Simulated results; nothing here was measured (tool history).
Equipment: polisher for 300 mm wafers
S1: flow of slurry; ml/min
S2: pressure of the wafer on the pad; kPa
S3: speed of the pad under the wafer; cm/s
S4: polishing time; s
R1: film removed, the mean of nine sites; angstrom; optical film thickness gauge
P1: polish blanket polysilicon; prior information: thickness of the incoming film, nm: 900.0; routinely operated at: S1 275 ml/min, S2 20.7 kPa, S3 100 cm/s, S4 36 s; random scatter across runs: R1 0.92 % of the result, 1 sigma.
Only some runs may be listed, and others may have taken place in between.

{"run": 1, "hour": 5.6, "S1": 275, "S2": 20.7, "S3": 100, "S4": 36, "R1": 3806.4}
{"run": 2, "hour": 12.9, "S1": 275, "S2": 20.7, "S3": 158, "S4": 36, "R1": 5942.1}
{"run": 3, "hour": 19.2, "S1": 275, "S2": 20.7, "S3": 100, "S4": 36, "R1": 3752.0}
{"run": 4, "hour": 25.0, "S1": 400, "S2": 20.7, "S3": 100, "S4": 36, "R1": 3797.9}
{"run": 5, "hour": 30.6, "S1": 275, "S2": 11.0, "S3": 100, "S4": 17, "R1": 950.25}
{"run": 6, "hour": 36.0, "S1": 275, "S2": 20.7, "S3": 100, "S4": 36, "R1": 3690.4}
{"run": 7, "hour": 43.1, "S1": 275, "S2": 20.7, "S3": 64, "S4": 36, "R1": 2388.1}
{"run": 8, "hour": 48.4, "S1": 275, "S2": 20.7, "S3": 100, "S4": 49, "R1": 5182.2}
{"run": 9, "hour": 53.0, "S1": 275, "S2": 20.7, "S3": 100, "S4": 19, "R1": 1966.7}
{"run": 10, "hour": 60.7, "S1": 275, "S2": 26.2, "S3": 100, "S4": 36, "R1": 4744.1}
{"run": 11, "hour": 65.3, "S1": 275, "S2": 20.7, "S3": 100, "S4": 36, "R1": 3790.0}
{"run": 12, "hour": 72.4, "S1": 275, "S2": 10.3, "S3": 100, "S4": 36, "R1": 1877.0}
{"run": 13, "hour": 78.1, "S1": 165, "S2": 20.7, "S3": 100, "S4": 36, "R1": 3475.0}
{"run": 14, "hour": 83.0, "S1": 390, "S2": 20.7, "S3": 70, "S4": 36, "R1": 2670.0}
{"run": 15, "hour": 88.3, "S1": 275, "S2": 20.7, "S3": 100, "S4": 36, "R1": 3735.3}
{"run": 16, "hour": 91.8, "S1": 275, "S2": 20.7, "S3": 100, "S4": 36, "R1": 3746.0}
{"run": 17, "hour": 98.3, "S1": 275, "S2": 20.7, "S3": 100, "S4": 36, "R1": 3684.8}
{"run": 18, "hour": 106.0, "S1": 275, "S2": 20.7, "S3": 100, "S4": 36, "R1": 3669.3}
{"run": 19, "hour": 111.2, "S1": 275, "S2": 20.7, "S3": 100, "S4": 36, "R1": 3661.0}
{"run": 20, "hour": 115.2, "S1": 275, "S2": 20.7, "S3": 100, "S4": 36, "R1": 3610.0}
{"hour": 118.9, "done": "head pressure recalibrated"}
{"run": 21, "hour": 119.0, "S1": 275, "S2": 20.7, "S3": 100, "S4": 36, "R1": 3532.8}
{"run": 22, "hour": 126.9, "S1": 275, "S2": 20.7, "S3": 100, "S4": 36, "R1": 3584.6}
{"run": 23, "hour": 132.6, "S1": 275, "S2": 20.7, "S3": 100, "S4": 36, "R1": 3523.3}

Run 24 comes next. What will it give?
{"run": 24, "hour": 137.8, "S1": 275, "S2": 20.7, "S3": 100, "S4": 36, "R1": "?"}

Logged for run 24: R1 3546.10 angstrom.
